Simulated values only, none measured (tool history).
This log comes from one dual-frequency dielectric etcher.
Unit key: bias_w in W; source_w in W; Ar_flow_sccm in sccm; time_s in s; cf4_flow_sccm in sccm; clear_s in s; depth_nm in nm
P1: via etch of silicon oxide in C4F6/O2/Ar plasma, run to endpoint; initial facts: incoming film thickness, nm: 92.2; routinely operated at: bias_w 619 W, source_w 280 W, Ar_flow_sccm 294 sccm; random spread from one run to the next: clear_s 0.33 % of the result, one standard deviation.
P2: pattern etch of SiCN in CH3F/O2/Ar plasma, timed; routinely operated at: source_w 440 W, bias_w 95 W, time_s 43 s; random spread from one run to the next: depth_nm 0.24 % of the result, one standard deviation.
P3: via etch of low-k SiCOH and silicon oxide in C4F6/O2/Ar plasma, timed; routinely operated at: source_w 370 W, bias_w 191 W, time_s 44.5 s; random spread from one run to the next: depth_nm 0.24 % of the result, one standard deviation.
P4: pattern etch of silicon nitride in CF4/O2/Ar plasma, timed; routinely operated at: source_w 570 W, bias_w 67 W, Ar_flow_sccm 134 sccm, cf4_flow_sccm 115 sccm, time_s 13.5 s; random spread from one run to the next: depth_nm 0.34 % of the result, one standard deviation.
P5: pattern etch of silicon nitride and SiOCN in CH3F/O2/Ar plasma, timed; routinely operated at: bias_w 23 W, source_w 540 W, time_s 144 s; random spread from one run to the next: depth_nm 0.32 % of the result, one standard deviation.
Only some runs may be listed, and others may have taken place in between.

run   hour  process  bias_w  source_w  Ar_flow_sccm  time_s  cf4_flow_sccm  hours since the last wet clean  hours since the last bias power generator calibration  hours since the last source power generator calibration  hours since the last Ar flow controller change  clear_s  depth_nm
  1    5.7       P1     619       280           294                                                  372.6                                                 3225.5                                                   1069.6                                          1309.4   20.889
  2   12.5       P3     191       370                  44.5                                          379.4                                                 3232.3                                                   1076.4                                          1316.2             105.23
  3   19.9       P5      23       540                 182.5                                          386.8                                                 3239.7                                                   1083.8                                          1323.6             26.892
  4   24.5       P1     619       190           294                                                  391.4                                                 3244.3                                                   1088.4                                          1328.2   23.961
  5   29.6       P4      67       340           134    13.5            115                           396.5                                                 3249.4                                                   1093.5                                          1333.3             20.096
        35  -- Ar flow controller replaced
  6     36       P3     150       370                  44.5                                          402.9                                                 3255.8                                                   1099.9                                               1             97.296
  7   41.1       P2      95       440                  23.5                                            408                                                 3260.9                                                     1105                                             6.1             9.9941
  8   46.8       P5      23       770                   144                                          413.7                                                 3266.6                                                   1110.7                                            11.8              23.95
  9   52.5       P1     619       370           294                                                  419.4                                                 3272.3                                                   1116.4                                            17.5   18.701
 10   58.7       P3     191       280                  44.5                                          425.6                                                 3278.5                                                   1122.6                                            23.7             94.245
 11     64       P2      77       440                    43                                          430.9                                                 3283.8                                                   1127.9                                              29             16.926
 12   68.3       P2      95       440                    43                                          435.2                                                 3288.1                                                   1132.2                                            33.3             18.297
 13   71.7       P1     619       280           294                                                  438.6                                                 3291.5                                                   1135.6                                            36.7   20.868
      75.3  -- wet clean of the chamber
 14   77.3       P1     619       220           352                                                    2.1                                                 3297.1                                                   1141.2                                            42.3   23.139
 15   81.8       P2      95       440                    43                                            6.6                                                 3301.6                                                   1145.7                                            46.8             18.306
 16   85.6       P1     619       280           294                                                   10.4                                                 3305.4                                                   1149.5                                            50.6   20.803
 17   92.9       P4      43       570           134    13.5            115                            17.7                                                 3312.7                                                   1156.8                                            57.9             26.387
 18   99.9       P1     843       330           294                                                   24.7                                                 3319.7                                                   1163.8                                            64.9   17.367
 19  107.4       P4      67       570           134    13.5            115                            32.2                                                 3327.2                                                   1171.3                                            72.4             31.293
 20  111.2       P1     619       280           365                                                     36                                                   3331                                                   1175.1                                            76.2    21.34
 21  118.7       P1     619       280           294                                                   43.5                                                 3338.5                                                   1182.6                                            83.7   20.811
 22  125.1       P3     191       370                    61                                           49.9                                                 3344.9                                                     1189                                            90.1             143.66
 23  131.9       P5      23       540                   144                                           56.7                                                 3351.7                                                   1195.8                                            96.9             21.327
 24  138.4       P3     191       370                  44.5                                           63.2                                                 3358.2                                                   1202.3                                           103.4             104.78
 25  142.4       P4      67       570           134      17            115                            67.2                                                 3362.2                                                   1206.3                                           107.4             39.718
 26  147.2       P1     619       280           294                                                     72                                                   3367                                                   1211.1                                           112.2   20.757
 27  151.9       P2      95       600                    43                                           76.7                                                 3371.7                                                   1215.8                                           116.9             20.595
 28  156.1       P1     619       280           294                                                   80.9                                                 3375.9                                                     1220                                           121.1    20.71
 29    160       P5      23       540                   144                                           84.8                                                 3379.8                                                   1223.9                                             125             21.341
 30  166.7       P4      67       570           134    13.5             69                            91.5                                                 3386.5                                                   1230.6                                           131.7              29.27
 31  173.1       P1     788       280           294                                                   97.9                                                 3392.9                                                     1237                                           138.1   18.877
 32  180.3       P4      67       570           177    13.5            115                           105.1                                                 3400.1                                                   1244.2                                           145.3             30.168
 33  185.2       P1     619       280           237                                                    110                                                   3405                                                   1249.1                                           150.2    20.46
 34  188.8       P5      32       540                   144                                          113.6                                                 3408.6                                                   1252.7                                           153.8             24.701
 35  195.6       P1     362       280           294                                                  120.4                                                 3415.4                                                   1259.5                                           160.6   25.519
 36  200.2       P1     619       280           294                                                    125                                                   3420                                                   1264.1                                           165.2   20.816
 37  204.7       P1     619       280           294                                                  129.5                                                 3424.5                                                   1268.6                                           169.7   20.833
 38  210.2       P1     619       280           294                                                    135                                                   3430                                                   1274.1                                           175.2   20.912
 39  216.9       P1     619       280           294                                                  141.7                                                 3436.7                                                   1280.8                                           181.9   21.112
 40  224.4       P1     619       280           294                                                  149.2                                                 3444.2                                                   1288.3                                           189.4   21.069
 41  229.2       P1     619       280           294                                                    154                                                   3449                                                   1293.1                                           194.2   21.123
 42  233.1       P1     619       280           294                                                  157.9                                                 3452.9                                                     1297                                           198.1   21.186
     234.9  -- Ar flow controller replaced
     236.8  -- wet clean of the chamber
 43  240.1       P1     619       280           294                                                    3.3                                                 3459.9                                                     1304                                             5.3   21.303
 44  245.9       P1     619       280           294                                                    9.1                                                 3465.7                                                   1309.8                                            11.1   21.146
 45  250.1       P1     619       280           294                                                   13.3                                                 3469.9                                                     1314                                            15.3   21.088
 46  257.4       P1     619       280           294                                                   20.6                                                 3477.2                                                   1321.3                                            22.6   21.269

The output of P1 has drifted from where it used to be. Each of the 2 causes below, taken at the size shown beside it, accounts for the log equally well:
A: bias power that arrives under what is set, % = 4.23
B: source power that arrives under what is set, % = 4.53
The creep began at about hour 200.2.
The rest of the possible causes, and what rules out each one:
chamber walls in a state that lowers the etch rate, %: its service at hour 236.8 followed the start of the drift and did not put the process back to its old value
Ar flow that arrives over what is set, %: its service at hour 234.9 followed the start of the drift and did not put the process back to its old value

Each of the check runs listed below is run on 2 wafers and reports their average, with the results left as question marks. Pick the one under which the possible causes would lead to clearly different results.
check 1  264.7       P5      29       750                   144                                                                                                                                                                                                                                 ?
check 2  264.7       P4      67       570           174    13.5            115                                                                                                                                                                                                                  ?
check 3  264.7       P3     191       290                  44.5                                                                                                                                                                                                                                 ?
check 4  264.7       P2      95       540                  23.5                                                                                                                                                                                                                                 ?

Predicted outcomes, by check and by cause:
  check    result    if A    if B
check 1  depth_nm  25.845  25.932
check 2  depth_nm    29.8   29.15
check 3  depth_nm  94.297  93.942
check 4  depth_nm  10.617  10.601
Gap, in per cent, between the two causes that each check separates least, read from the result that separates them most: check 1 0.34 %; check 2 2.21 %; check 3 0.38 %; check 4 0.15 %
Check 2 tells the causes apart: in the others they would give nearly the same result.

Check 2 was carried out, with these results: depth_nm 29.259 nm. Which of the listed causes is responsible?

It was cause B: source power that arrives under what is set, %.

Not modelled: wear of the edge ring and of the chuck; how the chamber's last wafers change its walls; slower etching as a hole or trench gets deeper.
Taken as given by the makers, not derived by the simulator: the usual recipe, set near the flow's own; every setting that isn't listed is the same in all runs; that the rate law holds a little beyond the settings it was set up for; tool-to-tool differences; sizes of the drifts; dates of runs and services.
